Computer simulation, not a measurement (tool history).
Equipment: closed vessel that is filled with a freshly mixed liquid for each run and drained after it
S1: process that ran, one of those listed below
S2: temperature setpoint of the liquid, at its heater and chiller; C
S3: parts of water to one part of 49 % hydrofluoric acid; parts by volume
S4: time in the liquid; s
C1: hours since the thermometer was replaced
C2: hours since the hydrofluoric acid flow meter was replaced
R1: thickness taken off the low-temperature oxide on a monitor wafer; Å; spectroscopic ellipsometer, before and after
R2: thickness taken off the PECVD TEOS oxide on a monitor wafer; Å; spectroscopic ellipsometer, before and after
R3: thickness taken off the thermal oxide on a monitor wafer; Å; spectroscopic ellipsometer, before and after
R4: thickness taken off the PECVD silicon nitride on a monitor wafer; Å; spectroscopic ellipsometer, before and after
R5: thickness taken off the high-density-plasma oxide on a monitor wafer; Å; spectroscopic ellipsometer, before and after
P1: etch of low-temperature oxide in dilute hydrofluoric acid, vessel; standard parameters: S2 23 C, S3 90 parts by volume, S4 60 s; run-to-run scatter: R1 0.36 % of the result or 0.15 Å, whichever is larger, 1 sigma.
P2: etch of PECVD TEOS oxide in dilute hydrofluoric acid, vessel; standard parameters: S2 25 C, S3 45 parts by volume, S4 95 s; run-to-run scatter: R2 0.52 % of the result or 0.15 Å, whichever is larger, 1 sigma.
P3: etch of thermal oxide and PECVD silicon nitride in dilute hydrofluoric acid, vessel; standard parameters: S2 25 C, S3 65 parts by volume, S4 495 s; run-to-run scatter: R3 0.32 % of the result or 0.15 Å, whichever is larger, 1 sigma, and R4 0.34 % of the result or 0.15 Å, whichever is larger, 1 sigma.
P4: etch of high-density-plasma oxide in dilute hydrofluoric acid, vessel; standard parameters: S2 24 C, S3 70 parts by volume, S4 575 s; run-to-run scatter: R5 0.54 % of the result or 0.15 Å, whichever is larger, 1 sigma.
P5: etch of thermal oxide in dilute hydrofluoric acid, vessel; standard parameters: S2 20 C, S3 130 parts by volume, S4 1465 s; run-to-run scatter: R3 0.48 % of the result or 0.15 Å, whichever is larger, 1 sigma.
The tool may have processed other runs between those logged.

| run | day | S1 | S2 | S3 | S4 | C1 | C2 | R1 | R2 | R3 | R4 | R5 |
|---|---|---|---|---|---|---|---|---|---|---|---|---|
| 1 | 0.154 | P1 | 23 | 90 | 60 | 1051.9 | 917.2 | 127 |  |  |  |  |
| 2 | 0.417 | P2 | 25 | 45 | 95 | 1058.2 | 923.5 |  | 204.87 |  |  |  |
| 3 | 0.646 | P2 | 20.5 | 45 | 95 | 1063.7 | 929 |  | 171.14 |  |  |  |
| 4 | 0.8 | P1 | 17 | 90 | 60 | 1067.4 | 932.7 | 98.939 |  |  |  |  |
| 5 | 0.954 | P1 | 23 | 30 | 60 | 1071.1 | 936.4 | 410.46 |  |  |  |  |
| 6 | 1.121 | P3 | 25 | 65 | 495 | 1075.1 | 940.4 |  |  | 385.19 | 359.47 |  |
| 7 | 1.258 | P2 | 25 | 45 | 95 | 1078.4 | 943.7 |  | 205.92 |  |  |  |
| 8 | 1.45 | P2 | 25 | 20 | 95 | 1083 | 948.3 |  | 476.72 |  |  |  |
| 9 | 1.633 | P1 | 23 | 90 | 60 | 1087.4 | 952.7 | 126.11 |  |  |  |  |
|  | 1.671 | thermometer replaced |
| 10 | 1.783 | P3 | 25 | 95 | 495 | 2.7 | 956.3 |  |  | 253.74 | 247.41 |  |
| 11 | 1.925 | P1 | 30 | 90 | 85 | 6.1 | 959.7 | 235.32 |  |  |  |  |
| 12 | 2.221 | P1 | 23 | 90 | 60 | 13.2 | 966.8 | 126.31 |  |  |  |  |
| 13 | 2.433 | P1 | 23 | 90 | 60 | 18.3 | 971.9 | 126.89 |  |  |  |  |
| 14 | 2.683 | P2 | 25 | 45 | 145 | 24.3 | 977.9 |  | 311.04 |  |  |  |
| 15 | 2.942 | P4 | 29 | 70 | 575 | 30.5 | 984.1 |  |  |  |  | 583.67 |
| 16 | 3.208 | P4 | 24 | 70 | 155 | 36.9 | 990.5 |  |  |  |  | 130.29 |
| 17 | 3.467 | P1 | 23 | 90 | 35 | 43.1 | 996.7 | 74.252 |  |  |  |  |
| 18 | 3.725 | P5 | 20 | 235 | 1465 | 49.3 | 1002.9 |  |  | 220.57 |  |  |
| 19 | 3.921 | P1 | 23 | 90 | 60 | 54 | 1007.6 | 126.92 |  |  |  |  |
| 20 | 4.142 | P5 | 23.5 | 130 | 1465 | 59.3 | 1012.9 |  |  | 505.44 |  |  |
| 21 | 4.296 | P5 | 20 | 130 | 2615 | 63 | 1016.6 |  |  | 790.38 |  |  |
| 22 | 4.471 | P5 | 20 | 130 | 1465 | 67.2 | 1020.8 |  |  | 440.65 |  |  |
| 23 | 4.638 | P1 | 23 | 90 | 60 | 71.2 | 1024.8 | 127.24 |  |  |  |  |
| 24 | 4.908 | P1 | 23 | 145 | 60 | 77.7 | 1031.3 | 73.641 |  |  |  |  |
| 25 | 5.062 | P1 | 31 | 90 | 60 | 81.4 | 1035 | 173.13 |  |  |  |  |
| 26 | 5.296 | P3 | 25 | 65 | 710 | 87 | 1040.6 |  |  | 551.35 | 512.25 |  |
| 27 | 5.508 | P1 | 23 | 90 | 100 | 92.1 | 1045.7 | 212.35 |  |  |  |  |
| 28 | 5.733 | P4 | 24 | 70 | 575 | 97.5 | 1051.1 |  |  |  |  | 475.71 |
| 29 | 5.892 | P1 | 29.5 | 160 | 60 | 101.3 | 1054.9 | 83.468 |  |  |  |  |
| 30 | 6.108 | P3 | 33 | 65 | 495 | 106.5 | 1060.1 |  |  | 526.88 | 601.71 |  |
| 31 | 6.388 | P4 | 24 | 130 | 575 | 113.2 | 1066.8 |  |  |  |  | 242.7 |
| 32 | 6.525 | P1 | 23 | 90 | 60 | 116.5 | 1070.1 | 127.43 |  |  |  |  |
| 33 | 6.817 | P1 | 23 | 90 | 60 | 123.5 | 1077.1 | 123.72 |  |  |  |  |
| 34 | 6.95 | P1 | 23 | 90 | 60 | 126.7 | 1080.3 | 123.04 |  |  |  |  |
| 35 | 7.217 | P1 | 23 | 90 | 60 | 133.1 | 1086.7 | 120.91 |  |  |  |  |
| 36 | 7.479 | P1 | 23 | 90 | 60 | 139.4 | 1093 | 121.1 |  |  |  |  |
| 37 | 7.625 | P1 | 23 | 90 | 60 | 142.9 | 1096.5 | 120.46 |  |  |  |  |
| 38 | 7.925 | P1 | 23 | 90 | 60 | 150.1 | 1103.7 | 119.74 |  |  |  |  |
| 39 | 8.142 | P1 | 23 | 90 | 60 | 155.3 | 1108.9 | 119.76 |  |  |  |  |
| 40 | 8.383 | P1 | 23 | 90 | 60 | 161.1 | 1114.7 | 119.31 |  |  |  |  |

P1 has crept away from where it was. The log is fitted equally well by each of these 2 causes, at the sizes shown:
A: hydrofluoric acid flow below the setpoint (%) = 5.48
B: liquid colder than its thermometer reads (K) = 1.55
The process output started creeping at around day 6.525.

Listed below are the offered check runs, one wafer per run, with question marks in place of results. For which of them would the causes give clearly different outcomes?
| check 1 | 8.625 | P2 | 25 | 35 | 95 |  |  |  | ? |  |  |  |
| check 2 | 8.625 | P5 | 20 | 170 | 1465 |  |  |  |  | ? |  |  |
| check 3 | 8.625 | P4 | 28.5 | 70 | 575 |  |  |  |  |  |  | ? |
| check 4 | 8.625 | P3 | 32.5 | 90 | 495 |  |  |  |  | ? | ? |  |

How each check would come out, cause by cause:
| check | result | if A | if B |
|---|---|---|---|
| check 1 | R2 | 251.02 | 249.7 |
| check 2 | R3 | 303.17 | 304.66 |
| check 3 | R5 | 541.22 | 541.93 |
| check 4 | R3 | 336.5 | 338.72 |
| check 4 | R4 | 396.39 | 381.09 |
Per-check spread between the two closest causes, in the result where they differ most: check 1 0.53 %; check 2 0.49 %; check 3 0.13 %; check 4 3.94 %
The other checks would show nearly matching results whichever cause is true, so check 4 is the only one that separates the causes.

After running check 4, the following was obtained: R3 337.69 Å; R4 396.62 Å. Which cause does this point to?

Of the candidate causes, it is A: hydrofluoric acid flow below the setpoint (%).

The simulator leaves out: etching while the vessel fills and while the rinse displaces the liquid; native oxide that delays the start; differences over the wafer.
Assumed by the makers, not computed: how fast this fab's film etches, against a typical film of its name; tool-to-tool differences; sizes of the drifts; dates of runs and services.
